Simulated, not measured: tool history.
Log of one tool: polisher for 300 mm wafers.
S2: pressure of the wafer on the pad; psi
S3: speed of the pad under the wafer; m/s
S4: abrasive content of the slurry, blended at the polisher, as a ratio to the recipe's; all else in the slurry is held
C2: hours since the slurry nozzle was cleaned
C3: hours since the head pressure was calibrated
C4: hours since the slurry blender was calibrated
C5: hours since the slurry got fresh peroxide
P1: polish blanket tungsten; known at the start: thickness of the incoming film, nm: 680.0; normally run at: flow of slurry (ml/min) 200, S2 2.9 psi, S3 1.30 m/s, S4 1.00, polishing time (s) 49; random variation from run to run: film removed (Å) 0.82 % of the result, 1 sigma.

run 1 hour=4.4 | flow_of_slurry_(ml/min)=200 S2=2.9 S3=1.30 S4=1.00 polishing_time_(s)=49 | wafers_polished_on_this_pad=342 C2=277.8 C3=527.4 C4=44.3 C5=30.9 | film_removed_(Å)=2235.6
run 2 hour=8.1 | flow_of_slurry_(ml/min)=255 S2=2.9 S3=1.30 S4=1.00 polishing_time_(s)=49 | wafers_polished_on_this_pad=379 C2=281.5 C3=531.1 C4=48.0 C5=34.6 | film_removed_(Å)=2302.5
run 3 hour=12.4 | flow_of_slurry_(ml/min)=200 S2=2.9 S3=1.68 S4=1.00 polishing_time_(s)=28 | wafers_polished_on_this_pad=422 C2=285.8 C3=535.4 C4=52.3 C5=38.9 | film_removed_(Å)=1655.8
run 4 hour=21.1 | flow_of_slurry_(ml/min)=200 S2=2.9 S3=1.30 S4=0.70 polishing_time_(s)=49 | wafers_polished_on_this_pad=510 C2=294.5 C3=544.1 C4=61.0 C5=47.6 | film_removed_(Å)=2059.8
run 5 hour=26.9 | flow_of_slurry_(ml/min)=200 S2=1.6 S3=1.30 S4=1.00 polishing_time_(s)=49 | wafers_polished_on_this_pad=568 C2=300.3 C3=549.9 C4=66.8 C5=53.4 | film_removed_(Å)=1234.8
run 6 hour=33.0 | flow_of_slurry_(ml/min)=200 S2=2.9 S3=0.78 S4=1.00 polishing_time_(s)=49 | wafers_polished_on_this_pad=629 C2=306.4 C3=556.0 C4=72.9 C5=59.5 | film_removed_(Å)=1364.3
run 7 hour=39.1 | flow_of_slurry_(ml/min)=200 S2=2.9 S3=1.30 S4=1.00 polishing_time_(s)=49 | wafers_polished_on_this_pad=691 C2=312.5 C3=562.1 C4=79.0 C5=65.6 | film_removed_(Å)=2225.7
run 8 hour=43.7 | flow_of_slurry_(ml/min)=200 S2=2.9 S3=0.72 S4=1.25 polishing_time_(s)=49 | wafers_polished_on_this_pad=737 C2=317.1 C3=566.7 C4=83.6 C5=70.2 | film_removed_(Å)=1310.5
run 9 hour=51.3 | flow_of_slurry_(ml/min)=200 S2=2.9 S3=1.30 S4=1.00 polishing_time_(s)=49 | wafers_polished_on_this_pad=813 C2=324.7 C3=574.3 C4=91.2 C5=77.8 | film_removed_(Å)=2231.3
-- hour=52.6 worn pad replaced by a new one
run 10 hour=55.4 | flow_of_slurry_(ml/min)=200 S2=2.9 S3=1.30 S4=1.00 polishing_time_(s)=49 | wafers_polished_on_this_pad=28 C2=328.8 C3=578.4 C4=95.3 C5=81.9 | film_removed_(Å)=2252.9
run 11 hour=61.8 | flow_of_slurry_(ml/min)=200 S2=2.9 S3=1.30 S4=1.45 polishing_time_(s)=49 | wafers_polished_on_this_pad=93 C2=335.2 C3=584.8 C4=101.7 C5=88.3 | film_removed_(Å)=2472.9
run 12 hour=66.5 | flow_of_slurry_(ml/min)=200 S2=2.9 S3=1.30 S4=1.00 polishing_time_(s)=49 | wafers_polished_on_this_pad=140 C2=339.9 C3=589.5 C4=106.4 C5=93.0 | film_removed_(Å)=2227.4
run 13 hour=73.4 | flow_of_slurry_(ml/min)=200 S2=3.8 S3=1.30 S4=1.00 polishing_time_(s)=49 | wafers_polished_on_this_pad=209 C2=346.8 C3=596.4 C4=113.3 C5=99.9 | film_removed_(Å)=2927.0

Run 14 comes next. What will it give?
run 14 hour=80.3 | flow_of_slurry_(ml/min)=120 S2=3.9 S3=1.30 S4=1.00 polishing_time_(s)=49 | wafers_polished_on_this_pad=278 C2=353.7 C3=603.3 C4=120.2 C5=106.8 | film_removed_(Å)=?

{"run 14": {"film removed (Å)": 2762.4}}

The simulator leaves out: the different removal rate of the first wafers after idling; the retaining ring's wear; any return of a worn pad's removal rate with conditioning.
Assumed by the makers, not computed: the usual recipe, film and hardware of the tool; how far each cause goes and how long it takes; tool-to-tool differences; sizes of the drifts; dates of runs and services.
